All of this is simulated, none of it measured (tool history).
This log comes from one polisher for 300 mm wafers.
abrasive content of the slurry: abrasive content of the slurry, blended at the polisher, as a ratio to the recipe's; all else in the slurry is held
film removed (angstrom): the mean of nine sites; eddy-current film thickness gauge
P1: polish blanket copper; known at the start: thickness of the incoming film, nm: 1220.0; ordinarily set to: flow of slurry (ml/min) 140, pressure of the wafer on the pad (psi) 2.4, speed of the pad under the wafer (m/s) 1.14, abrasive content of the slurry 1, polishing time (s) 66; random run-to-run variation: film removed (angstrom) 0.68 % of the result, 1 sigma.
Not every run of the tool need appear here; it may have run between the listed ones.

run   hour  flow of slurry (ml/min)  pressure of the wafer on the pad (psi)  speed of the pad under the wafer (m/s)  abrasive content of the slurry  polishing time (s)  wafers polished on this pad  hours since the slurry nozzle was cleaned  hours since the head pressure was calibrated  hours since the slurry blender was calibrated  film removed (angstrom)
  1   17.2                      140                                     2.4                                    1.14                               1                  66                         1052                                      286.5                                         363.1                                          300.7                   1747.1
  2   24.8                      140                                     2.4                                    1.44                               1                  35                         1135                                      294.1                                         370.7                                          308.3                     1188
  3   40.1                      180                                     2.4                                    1.14                               1                  98                         1302                                      309.4                                           386                                          323.6                   2728.1
  4   49.5                      140                                     2.4                                    1.14                               1                  66                         1405                                      318.8                                         395.4                                            333                   1747.7
  5   64.8                      140                                     2.4                                    1.14                            1.45                  66                         1572                                      334.1                                         410.7                                          348.3                   1914.1
  6   74.3                      140                                     2.4                                    0.52                               1                  66                         1676                                      343.6                                         420.2                                          357.8                   805.41
  7   91.5                      140                                     2.4                                    1.14                               1                  98                         1865                                      360.8                                         437.4                                            375                   2582.4
  8  107.9                      140                                     1.2                                    1.14                               1                  66                         2044                                      377.2                                         453.8                                          391.4                   868.25
  9  123.5                      140                                     2.4                                    1.14                               1                  66                         2215                                      392.8                                         469.4                                            407                   1759.4
 10  138.4                      140                                     3.7                                    1.14                               1                  66                         2378                                      407.7                                         484.3                                          421.9                   2735.9
 11  151.9                      140                                     2.4                                    1.14                               1                  66                         2525                                      421.2                                         497.8                                          435.4                   1743.3
 12  166.9                       95                                     1.5                                    1.14                               1                  66                         2690                                      436.2                                         512.8                                          450.4                   1004.8
 13  180.8                      140                                     2.4                                    1.62                               1                  66                         2842                                      450.1                                         526.7                                          464.3                   2503.1
 14  196.3                      140                                     2.4                                    1.14                               1                  40                         3011                                      465.6                                         542.2                                          479.8                   1069.1

What does the tool deliver on the next run?
     197.2  -- slurry nozzle cleaned
 15  209.8                      100                                     2.4                                    1.14                               1                  66                         3159                                       12.6                                         555.7                                          493.3                        ?

film removed (angstrom): 1619
